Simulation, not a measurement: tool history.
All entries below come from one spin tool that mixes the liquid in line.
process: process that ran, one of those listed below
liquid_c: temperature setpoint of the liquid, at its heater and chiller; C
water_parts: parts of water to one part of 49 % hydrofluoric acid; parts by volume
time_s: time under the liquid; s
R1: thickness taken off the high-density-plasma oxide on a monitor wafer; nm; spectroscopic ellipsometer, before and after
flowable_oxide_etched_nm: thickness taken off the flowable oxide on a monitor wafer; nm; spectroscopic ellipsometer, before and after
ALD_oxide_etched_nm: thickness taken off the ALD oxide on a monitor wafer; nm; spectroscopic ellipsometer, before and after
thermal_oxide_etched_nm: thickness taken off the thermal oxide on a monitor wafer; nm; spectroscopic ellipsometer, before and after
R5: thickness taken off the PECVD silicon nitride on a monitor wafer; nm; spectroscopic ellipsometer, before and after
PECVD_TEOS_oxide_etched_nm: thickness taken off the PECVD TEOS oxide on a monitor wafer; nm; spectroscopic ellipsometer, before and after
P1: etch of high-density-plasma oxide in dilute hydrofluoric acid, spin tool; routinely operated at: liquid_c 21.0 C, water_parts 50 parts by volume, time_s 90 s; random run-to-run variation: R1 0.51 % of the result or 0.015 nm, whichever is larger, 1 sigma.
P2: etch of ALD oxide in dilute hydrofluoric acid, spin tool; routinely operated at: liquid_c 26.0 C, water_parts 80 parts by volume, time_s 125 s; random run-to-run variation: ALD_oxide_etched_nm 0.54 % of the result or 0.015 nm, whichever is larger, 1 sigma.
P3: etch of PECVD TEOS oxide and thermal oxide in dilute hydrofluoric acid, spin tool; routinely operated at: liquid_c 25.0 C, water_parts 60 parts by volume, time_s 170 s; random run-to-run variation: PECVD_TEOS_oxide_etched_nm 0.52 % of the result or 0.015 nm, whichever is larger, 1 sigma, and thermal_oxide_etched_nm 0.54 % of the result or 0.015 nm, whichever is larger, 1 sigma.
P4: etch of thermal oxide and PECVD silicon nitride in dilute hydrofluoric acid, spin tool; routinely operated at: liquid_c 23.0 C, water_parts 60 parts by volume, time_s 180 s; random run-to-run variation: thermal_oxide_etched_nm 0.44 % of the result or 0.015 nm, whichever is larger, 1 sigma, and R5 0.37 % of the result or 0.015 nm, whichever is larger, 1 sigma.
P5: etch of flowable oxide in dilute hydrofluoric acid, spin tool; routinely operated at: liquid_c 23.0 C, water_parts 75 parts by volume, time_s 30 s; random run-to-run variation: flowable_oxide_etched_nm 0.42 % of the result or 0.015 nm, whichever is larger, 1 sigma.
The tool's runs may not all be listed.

run 1 hour=6.3 | process=P1 liquid_c=21.0 water_parts=50 time_s=90 | R1=8.7286
run 2 hour=12.5 | process=P5 liquid_c=17.0 water_parts=75 time_s=30 | flowable_oxide_etched_nm=11.988
run 3 hour=15.4 | process=P2 liquid_c=26.0 water_parts=80 time_s=125 | ALD_oxide_etched_nm=27.624
run 4 hour=21.7 | process=P1 liquid_c=21.0 water_parts=80 time_s=90 | R1=5.2710
run 5 hour=25.7 | process=P4 liquid_c=23.0 water_parts=60 time_s=180 | thermal_oxide_etched_nm=14.483 R5=8.77200
run 6 hour=31.6 | process=P2 liquid_c=26.0 water_parts=80 time_s=125 | ALD_oxide_etched_nm=27.537
-- hour=31.8 thermometer replaced
run 7 hour=38.1 | process=P3 liquid_c=25.0 water_parts=60 time_s=170 | thermal_oxide_etched_nm=15.068 PECVD_TEOS_oxide_etched_nm=25.941
run 8 hour=43.5 | process=P1 liquid_c=21.0 water_parts=50 time_s=90 | R1=8.7045
run 9 hour=47.8 | process=P5 liquid_c=23.0 water_parts=75 time_s=30 | flowable_oxide_etched_nm=15.450
run 10 hour=51.5 | process=P2 liquid_c=26.0 water_parts=80 time_s=230 | ALD_oxide_etched_nm=51.069
run 11 hour=57.2 | process=P3 liquid_c=25.0 water_parts=60 time_s=300 | thermal_oxide_etched_nm=26.273 PECVD_TEOS_oxide_etched_nm=46.169
run 12 hour=63.6 | process=P4 liquid_c=23.0 water_parts=60 time_s=20 | thermal_oxide_etched_nm=1.617 R5=0.96441
run 13 hour=70.2 | process=P5 liquid_c=23.0 water_parts=75 time_s=60 | flowable_oxide_etched_nm=30.763
run 14 hour=76.7 | process=P4 liquid_c=23.0 water_parts=30 time_s=180 | thermal_oxide_etched_nm=29.951 R5=17.21200
run 15 hour=83.4 | process=P1 liquid_c=27.5 water_parts=50 time_s=90 | R1=11.3730
run 16 hour=87.6 | process=P1 liquid_c=17.5 water_parts=50 time_s=15 | R1=1.2490
run 17 hour=92.9 | process=P3 liquid_c=19.5 water_parts=60 time_s=170 | thermal_oxide_etched_nm=11.921 PECVD_TEOS_oxide_etched_nm=20.707
run 18 hour=97.0 | process=P1 liquid_c=17.0 water_parts=85 time_s=90 | R1=4.1663
run 19 hour=101.7 | process=P4 liquid_c=23.0 water_parts=60 time_s=180 | thermal_oxide_etched_nm=14.445 R5=8.72650
run 20 hour=105.2 | process=P1 liquid_c=21.0 water_parts=20 time_s=90 | R1=22.8930
run 21 hour=110.6 | process=P2 liquid_c=26.0 water_parts=115 time_s=125 | ALD_oxide_etched_nm=18.273
run 22 hour=116.4 | process=P4 liquid_c=28.0 water_parts=60 time_s=180 | thermal_oxide_etched_nm=17.794 R5=12.19600
run 23 hour=123.0 | process=P1 liquid_c=21.0 water_parts=50 time_s=90 | R1=8.7292
run 24 hour=126.7 | process=P5 liquid_c=23.0 water_parts=75 time_s=30 | flowable_oxide_etched_nm=15.593
run 25 hour=132.2 | process=P1 liquid_c=21.0 water_parts=50 time_s=90 | R1=8.7554
run 26 hour=137.1 | process=P1 liquid_c=21.0 water_parts=50 time_s=15 | R1=1.4685
run 27 hour=142.4 | process=P1 liquid_c=21.0 water_parts=50 time_s=180 | R1=17.4920
run 28 hour=146.1 | process=P1 liquid_c=17.0 water_parts=50 time_s=90 | R1=7.3266

Run 29, settings as shown, results not yet in. Your forecast:
run 29 hour=150.2 | process=P5 liquid_c=23.0 water_parts=40 time_s=30 | flowable_oxide_etched_nm=?

For run 29 the tool returned flowable_oxide_etched_nm 30.241 nm.

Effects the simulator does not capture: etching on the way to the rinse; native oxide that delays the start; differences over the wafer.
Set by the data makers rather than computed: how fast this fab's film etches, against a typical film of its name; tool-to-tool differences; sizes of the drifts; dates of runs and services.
